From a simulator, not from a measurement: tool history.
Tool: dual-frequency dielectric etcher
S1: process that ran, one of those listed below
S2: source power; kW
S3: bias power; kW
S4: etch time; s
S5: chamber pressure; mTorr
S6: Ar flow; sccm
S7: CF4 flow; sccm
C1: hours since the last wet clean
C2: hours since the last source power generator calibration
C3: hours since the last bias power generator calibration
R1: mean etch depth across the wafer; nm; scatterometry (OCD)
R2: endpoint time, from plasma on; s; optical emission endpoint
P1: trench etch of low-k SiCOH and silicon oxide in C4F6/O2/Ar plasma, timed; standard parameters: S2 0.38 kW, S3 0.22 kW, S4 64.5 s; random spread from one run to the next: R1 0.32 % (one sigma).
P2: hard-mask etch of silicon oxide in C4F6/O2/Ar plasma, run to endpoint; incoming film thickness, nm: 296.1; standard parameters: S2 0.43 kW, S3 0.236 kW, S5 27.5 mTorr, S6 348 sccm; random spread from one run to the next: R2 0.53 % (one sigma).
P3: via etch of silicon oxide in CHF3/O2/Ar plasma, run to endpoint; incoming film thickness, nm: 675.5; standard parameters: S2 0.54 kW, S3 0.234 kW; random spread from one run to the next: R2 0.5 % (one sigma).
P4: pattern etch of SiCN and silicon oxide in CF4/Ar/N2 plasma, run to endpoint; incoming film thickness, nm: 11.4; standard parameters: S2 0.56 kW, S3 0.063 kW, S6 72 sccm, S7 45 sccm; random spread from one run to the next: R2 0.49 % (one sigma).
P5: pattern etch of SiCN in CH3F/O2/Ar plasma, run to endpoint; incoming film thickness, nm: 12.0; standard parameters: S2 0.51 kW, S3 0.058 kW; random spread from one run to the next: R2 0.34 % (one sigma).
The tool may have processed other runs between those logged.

{"run": 1, "day": 0.417, "S1": "P1", "S2": 0.38, "S3": 0.22, "S4": 64.5, "C1": 352.7, "C2": 1930.2, "C3": 2413, "R1": 218.62}
{"run": 2, "day": 0.617, "S1": "P2", "S2": 0.43, "S3": 0.236, "S5": 37.5, "S6": 348, "C1": 357.5, "C2": 1935, "C3": 2417.8, "R2": 87.275}
{"run": 3, "day": 0.992, "S1": "P1", "S2": 0.38, "S3": 0.142, "S4": 64.5, "C1": 366.5, "C2": 1944, "C3": 2426.8, "R1": 190.63}
{"run": 4, "day": 1.196, "S1": "P2", "S2": 0.54, "S3": 0.236, "S5": 27.5, "S6": 348, "C1": 371.4, "C2": 1948.9, "C3": 2431.7, "R2": 78.78}
{"day": 1.425, "done": "bias power generator calibrated"}
{"run": 5, "day": 1.529, "S1": "P1", "S2": 0.23, "S3": 0.22, "S4": 64.5, "C1": 379.4, "C2": 1956.9, "C3": 2.6, "R1": 181.79}
{"run": 6, "day": 1.75, "S1": "P1", "S2": 0.38, "S3": 0.294, "S4": 64.5, "C1": 384.7, "C2": 1962.2, "C3": 7.9, "R1": 242.03}
{"run": 7, "day": 1.967, "S1": "P3", "S2": 0.54, "S3": 0.303, "C1": 389.9, "C2": 1967.4, "C3": 13.1, "R2": 296.87}
{"run": 8, "day": 2.15, "S1": "P2", "S2": 0.43, "S3": 0.17, "S5": 27.5, "S6": 348, "C1": 394.3, "C2": 1971.8, "C3": 17.5, "R2": 95.921}
{"run": 9, "day": 2.362, "S1": "P4", "S2": 0.56, "S3": 0.063, "S6": 72, "S7": 45, "C1": 399.4, "C2": 1976.9, "C3": 22.6, "R2": 11.714}
{"run": 10, "day": 2.612, "S1": "P1", "S2": 0.38, "S3": 0.22, "S4": 64.5, "C1": 405.4, "C2": 1982.9, "C3": 28.6, "R1": 218.75}
{"run": 11, "day": 2.996, "S1": "P1", "S2": 0.38, "S3": 0.22, "S4": 64.5, "C1": 414.6, "C2": 1992.1, "C3": 37.8, "R1": 220.58}
{"run": 12, "day": 3.212, "S1": "P4", "S2": 0.56, "S3": 0.063, "S6": 96, "S7": 45, "C1": 419.8, "C2": 1997.3, "C3": 43, "R2": 12.417}
{"run": 13, "day": 3.583, "S1": "P4", "S2": 0.56, "S3": 0.063, "S6": 72, "S7": 63, "C1": 428.7, "C2": 2006.2, "C3": 51.9, "R2": 11.207}
{"run": 14, "day": 3.829, "S1": "P1", "S2": 0.49, "S3": 0.22, "S4": 64.5, "C1": 434.6, "C2": 2012.1, "C3": 57.8, "R1": 241.86}
{"run": 15, "day": 4.196, "S1": "P1", "S2": 0.38, "S3": 0.22, "S4": 48, "C1": 443.4, "C2": 2020.9, "C3": 66.6, "R1": 163.88}
{"run": 16, "day": 4.446, "S1": "P5", "S2": 0.51, "S3": 0.078, "C1": 449.4, "C2": 2026.9, "C3": 72.6, "R2": 28.171}
{"run": 17, "day": 4.812, "S1": "P3", "S2": 0.36, "S3": 0.234, "C1": 458.2, "C2": 2035.7, "C3": 81.4, "R2": 381.21}
{"run": 18, "day": 5.129, "S1": "P2", "S2": 0.43, "S3": 0.236, "S5": 27.5, "S6": 202, "C1": 465.8, "C2": 2043.3, "C3": 89, "R2": 80.735}
{"run": 19, "day": 5.321, "S1": "P1", "S2": 0.38, "S3": 0.22, "S4": 64.5, "C1": 470.4, "C2": 2047.9, "C3": 93.6, "R1": 219.74}
{"run": 20, "day": 5.583, "S1": "P5", "S2": 0.66, "S3": 0.058, "C1": 476.7, "C2": 2054.2, "C3": 99.9, "R2": 28.365}
{"run": 21, "day": 5.983, "S1": "P2", "S2": 0.43, "S3": 0.236, "S5": 27.5, "S6": 348, "C1": 486.3, "C2": 2063.8, "C3": 109.5, "R2": 85.472}
{"run": 22, "day": 6.242, "S1": "P4", "S2": 0.56, "S3": 0.063, "S6": 72, "S7": 45, "C1": 492.5, "C2": 2070, "C3": 115.7, "R2": 11.805}
{"run": 23, "day": 6.575, "S1": "P4", "S2": 0.76, "S3": 0.063, "S6": 72, "S7": 45, "C1": 500.5, "C2": 2078, "C3": 123.7, "R2": 9.0013}

Estimate the outcome of run 24 from the log above:
{"run": 24, "day": 6.871, "S1": "P3", "S2": 0.54, "S3": 0.234, "C1": 507.6, "C2": 2085.1, "C3": 130.8, "R2": "?"}

R2: 326.71 s
